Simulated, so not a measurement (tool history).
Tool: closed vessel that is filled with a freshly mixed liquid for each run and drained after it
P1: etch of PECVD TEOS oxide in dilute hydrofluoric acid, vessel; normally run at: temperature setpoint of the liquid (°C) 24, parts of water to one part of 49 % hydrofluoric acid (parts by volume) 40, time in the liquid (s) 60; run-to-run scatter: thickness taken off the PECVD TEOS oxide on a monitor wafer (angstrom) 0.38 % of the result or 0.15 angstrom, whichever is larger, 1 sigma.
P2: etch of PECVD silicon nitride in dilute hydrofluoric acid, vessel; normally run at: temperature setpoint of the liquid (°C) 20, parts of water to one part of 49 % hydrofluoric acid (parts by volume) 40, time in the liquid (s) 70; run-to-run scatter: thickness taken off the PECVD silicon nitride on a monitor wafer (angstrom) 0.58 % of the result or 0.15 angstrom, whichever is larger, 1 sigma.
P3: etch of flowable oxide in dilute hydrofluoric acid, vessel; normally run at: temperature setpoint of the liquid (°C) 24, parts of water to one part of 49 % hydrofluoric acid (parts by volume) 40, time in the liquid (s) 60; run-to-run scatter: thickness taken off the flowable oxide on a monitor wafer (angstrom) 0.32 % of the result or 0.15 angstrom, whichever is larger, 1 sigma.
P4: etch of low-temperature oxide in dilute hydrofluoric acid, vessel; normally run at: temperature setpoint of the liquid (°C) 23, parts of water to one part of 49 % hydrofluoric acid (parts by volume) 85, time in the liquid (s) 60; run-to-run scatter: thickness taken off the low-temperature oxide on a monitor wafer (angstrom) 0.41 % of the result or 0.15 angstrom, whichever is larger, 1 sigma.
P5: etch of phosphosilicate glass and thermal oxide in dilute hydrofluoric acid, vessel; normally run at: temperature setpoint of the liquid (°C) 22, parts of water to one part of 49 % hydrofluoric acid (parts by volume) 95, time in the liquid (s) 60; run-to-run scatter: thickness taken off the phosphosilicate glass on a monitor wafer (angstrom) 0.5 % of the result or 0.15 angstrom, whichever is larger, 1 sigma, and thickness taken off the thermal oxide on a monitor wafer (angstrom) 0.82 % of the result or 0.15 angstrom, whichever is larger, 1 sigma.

run,hour,process that ran,temperature setpoint of the liquid (°C),parts of water to one part of 49 % hydrofluoric acid (parts by volume),time in the liquid (s),thickness taken off the PECVD TEOS oxide on a monitor wafer (angstrom),thickness taken off the flowable oxide on a monitor wafer (angstrom),thickness taken off the phosphosilicate glass on a monitor wafer (angstrom),thickness taken off the thermal oxide on a monitor wafer (angstrom),thickness taken off the low-temperature oxide on a monitor wafer (angstrom),thickness taken off the PECVD silicon nitride on a monitor wafer (angstrom)
1,7.8,P1,24,40,60,354.84,,,,,
2,14.2,P1,24,40,60,354.68,,,,,
3,24.6,P1,24,40,60,354.16,,,,,
4,34.4,P3,24,55,60,,472.29,,,,
5,41.5,P3,19,40,60,,533.82,,,,
6,48.2,P1,24,70,30,98.049,,,,,
7,53.7,P3,24,40,95,,1048.6,,,,
8,59.8,P5,17,95,60,,,927.54,21.437,,
# hour 61.8: hydrofluoric acid flow meter replaced
9,69.6,P1,24,55,60,252.6,,,,,
10,79.1,P1,20,40,30,150.18,,,,,
11,86.1,P4,23,85,60,,,,,82.911,
12,95.5,P1,24,40,60,356.71,,,,,
13,104,P1,24,25,60,580.78,,,,,
14,114.8,P4,30,85,60,,,,,110.6,
15,121.5,P1,24,65,30,105.66,,,,,
16,128.7,P4,23,85,105,,,,,147.09,
17,137.8,P5,22,95,60,,,1145.7,26.578,,
18,144.2,P2,20,40,70,,,,,,61.167
19,152.1,P5,22,95,60,,,1135.2,26.554,,
20,160.1,P2,20,40,30,,,,,,26.991
21,168.1,P5,22,135,60,,,769.75,17.735,,
22,176.1,P1,24,40,105,622.5,,,,,
23,181.3,P1,27.5,40,60,409.02,,,,,
24,187.4,P2,20,20,70,,,,,,121.6
25,197,P5,22,95,30,,,569.91,13.629,,
26,203.8,P2,17,40,70,,,,,,50.163
27,210.9,P1,24,40,60,355.49,,,,,
28,218,P4,23,45,60,,,,,165.74,
29,224.6,P1,19.5,40,60,292.81,,,,,
30,234,P3,24,40,60,,664.25,,,,
31,239.9,P1,24,40,30,177.45,,,,,
32,247.7,P1,24,40,60,354.1,,,,,
33,253.8,P1,24,40,60,366.8,,,,,
34,258.9,P1,24,40,60,373.81,,,,,

The next listed run, before its measurement:
35,268.9,P1,24,40,60,?,,,,,

Run 35 gave thickness taken off the PECVD TEOS oxide on a monitor wafer (angstrom) 376.54.
